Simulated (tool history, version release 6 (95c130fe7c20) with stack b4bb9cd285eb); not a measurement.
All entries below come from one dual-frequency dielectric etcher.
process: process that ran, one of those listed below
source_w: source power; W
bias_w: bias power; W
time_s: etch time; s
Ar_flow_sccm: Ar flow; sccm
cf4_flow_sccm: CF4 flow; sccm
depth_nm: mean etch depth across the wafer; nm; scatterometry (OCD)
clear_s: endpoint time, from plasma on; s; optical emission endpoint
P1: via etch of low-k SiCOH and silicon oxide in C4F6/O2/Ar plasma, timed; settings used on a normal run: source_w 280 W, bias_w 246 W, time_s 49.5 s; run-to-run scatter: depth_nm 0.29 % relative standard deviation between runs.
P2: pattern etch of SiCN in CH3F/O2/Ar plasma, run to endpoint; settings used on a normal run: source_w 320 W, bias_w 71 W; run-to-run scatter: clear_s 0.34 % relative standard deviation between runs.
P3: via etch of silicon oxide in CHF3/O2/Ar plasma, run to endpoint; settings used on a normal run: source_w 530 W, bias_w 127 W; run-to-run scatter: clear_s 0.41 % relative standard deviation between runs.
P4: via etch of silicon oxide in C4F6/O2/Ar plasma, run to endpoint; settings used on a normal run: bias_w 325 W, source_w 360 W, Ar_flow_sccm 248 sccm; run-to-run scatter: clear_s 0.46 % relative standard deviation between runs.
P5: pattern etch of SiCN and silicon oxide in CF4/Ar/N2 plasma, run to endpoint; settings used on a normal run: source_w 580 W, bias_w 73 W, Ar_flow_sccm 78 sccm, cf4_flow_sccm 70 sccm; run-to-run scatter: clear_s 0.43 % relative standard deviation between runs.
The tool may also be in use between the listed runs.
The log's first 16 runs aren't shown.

| run | hour | process | source_w | bias_w | time_s | Ar_flow_sccm | cf4_flow_sccm | hours since the last wet clean | hours since the last source power generator calibration | hours since the last bias power generator calibration | depth_nm | clear_s |
|---|---|---|---|---|---|---|---|---|---|---|---|---|
| 17 | 173.5 | P4 | 220 | 325 |  | 248 |  | 255.6 | 1414.2 | 1566.4 |  | 34.965 |
| 18 | 181.8 | P1 | 280 | 316 | 49.5 |  |  | 263.9 | 1422.5 | 1574.7 | 143.45 |  |
| 19 | 194.1 | P3 | 530 | 127 |  |  |  | 276.2 | 1434.8 | 1587.0 |  | 271.010 |
| 20 | 203.6 | P1 | 280 | 246 | 49.5 |  |  | 285.7 | 1444.3 | 1596.5 | 132.40 |  |
| 21 | 217.6 | P1 | 280 | 246 | 49.5 |  |  | 299.7 | 1458.3 | 1610.5 | 132.17 |  |
| 22 | 226.8 | P1 | 280 | 165 | 67.0 |  |  | 308.9 | 1467.5 | 1619.7 | 156.74 |  |
| 23 | 234.5 | P1 | 280 | 197 | 49.5 |  |  | 316.6 | 1475.2 | 1627.4 | 122.89 |  |
| 24 | 244.1 | P3 | 530 | 76 |  |  |  | 326.2 | 1484.8 | 1637.0 |  | 315.880 |
| 25 | 256.0 | P1 | 280 | 246 | 63.0 |  |  | 338.1 | 1496.7 | 1648.9 | 167.66 |  |
| 26 | 267.8 | P1 | 280 | 246 | 49.5 |  |  | 349.9 | 1508.5 | 1660.7 | 133.29 |  |
| 27 | 277.3 | P5 | 580 | 73 |  | 78 | 70 | 359.4 | 1518.0 | 1670.2 |  | 15.808 |
| 28 | 291.7 | P5 | 580 | 73 |  | 78 | 70 | 373.8 | 1532.4 | 1684.6 |  | 15.819 |

What will run 29 give?
| 29 | 306.3 | P4 | 360 | 325 |  | 309 |  | 388.4 | 1547.0 | 1699.2 |  | ? |

For run 29 the tool returned clear_s 29.772 s.
